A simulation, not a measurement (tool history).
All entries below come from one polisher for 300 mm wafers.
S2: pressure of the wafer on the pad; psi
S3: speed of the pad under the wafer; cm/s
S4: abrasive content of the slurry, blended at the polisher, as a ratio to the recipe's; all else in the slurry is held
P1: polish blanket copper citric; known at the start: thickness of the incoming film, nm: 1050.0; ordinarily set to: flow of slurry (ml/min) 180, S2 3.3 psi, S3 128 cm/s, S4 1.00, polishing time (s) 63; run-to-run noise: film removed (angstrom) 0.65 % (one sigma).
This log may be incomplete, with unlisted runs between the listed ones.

{"run": 1, "day": 0.671, "flow of slurry (ml/min)": 180, "S2": 3.3, "S3": 128, "S4": 1.0, "polishing time (s)": 63, "film removed (angstrom)": 2257.4}
{"run": 2, "day": 1.288, "flow of slurry (ml/min)": 180, "S2": 3.3, "S3": 128, "S4": 1.0, "polishing time (s)": 63, "film removed (angstrom)": 2251.0}
{"run": 3, "day": 1.946, "flow of slurry (ml/min)": 180, "S2": 3.3, "S3": 128, "S4": 1.0, "polishing time (s)": 63, "film removed (angstrom)": 2250.9}
{"run": 4, "day": 2.408, "flow of slurry (ml/min)": 275, "S2": 3.3, "S3": 128, "S4": 1.0, "polishing time (s)": 63, "film removed (angstrom)": 2365.6}
{"run": 5, "day": 3.121, "flow of slurry (ml/min)": 180, "S2": 3.3, "S3": 128, "S4": 1.0, "polishing time (s)": 99, "film removed (angstrom)": 3550.4}
{"day": 3.208, "done": "worn pad replaced by a new one"}
{"run": 6, "day": 3.542, "flow of slurry (ml/min)": 130, "S2": 3.3, "S3": 128, "S4": 1.0, "polishing time (s)": 63, "film removed (angstrom)": 2127.6}
{"run": 7, "day": 3.871, "flow of slurry (ml/min)": 180, "S2": 3.3, "S3": 64, "S4": 1.0, "polishing time (s)": 63, "film removed (angstrom)": 1139.6}
{"run": 8, "day": 4.208, "flow of slurry (ml/min)": 180, "S2": 3.3, "S3": 128, "S4": 0.55, "polishing time (s)": 63, "film removed (angstrom)": 2004.5}
{"run": 9, "day": 4.596, "flow of slurry (ml/min)": 180, "S2": 3.3, "S3": 128, "S4": 1.35, "polishing time (s)": 63, "film removed (angstrom)": 2392.1}
{"run": 10, "day": 5.017, "flow of slurry (ml/min)": 265, "S2": 5.1, "S3": 128, "S4": 1.0, "polishing time (s)": 63, "film removed (angstrom)": 3604.1}
{"run": 11, "day": 5.625, "flow of slurry (ml/min)": 180, "S2": 4.2, "S3": 128, "S4": 1.35, "polishing time (s)": 63, "film removed (angstrom)": 3051.0}
{"run": 12, "day": 6.025, "flow of slurry (ml/min)": 180, "S2": 3.3, "S3": 128, "S4": 1.0, "polishing time (s)": 41, "film removed (angstrom)": 1481.7}
{"run": 13, "day": 6.562, "flow of slurry (ml/min)": 180, "S2": 1.6, "S3": 128, "S4": 1.0, "polishing time (s)": 63, "film removed (angstrom)": 1122.5}
{"run": 14, "day": 7.229, "flow of slurry (ml/min)": 180, "S2": 3.3, "S3": 128, "S4": 1.0, "polishing time (s)": 63, "film removed (angstrom)": 2252.4}
{"day": 7.625, "done": "slurry blender recalibrated"}
{"run": 15, "day": 7.729, "flow of slurry (ml/min)": 180, "S2": 3.3, "S3": 174, "S4": 1.0, "polishing time (s)": 63, "film removed (angstrom)": 3075.7}
{"run": 16, "day": 8.408, "flow of slurry (ml/min)": 180, "S2": 5.1, "S3": 128, "S4": 1.0, "polishing time (s)": 63, "film removed (angstrom)": 3479.8}
{"run": 17, "day": 9.15, "flow of slurry (ml/min)": 180, "S2": 3.3, "S3": 128, "S4": 1.0, "polishing time (s)": 63, "film removed (angstrom)": 2246.8}
{"run": 18, "day": 9.758, "flow of slurry (ml/min)": 180, "S2": 3.3, "S3": 128, "S4": 1.0, "polishing time (s)": 63, "film removed (angstrom)": 2236.0}

What will run 19 give?
{"run": 19, "day": 10.25, "flow of slurry (ml/min)": 180, "S2": 3.3, "S3": 128, "S4": 1.0, "polishing time (s)": 63, "film removed (angstrom)": "?"}

Run 19 gave film removed (angstrom) 2221.9.

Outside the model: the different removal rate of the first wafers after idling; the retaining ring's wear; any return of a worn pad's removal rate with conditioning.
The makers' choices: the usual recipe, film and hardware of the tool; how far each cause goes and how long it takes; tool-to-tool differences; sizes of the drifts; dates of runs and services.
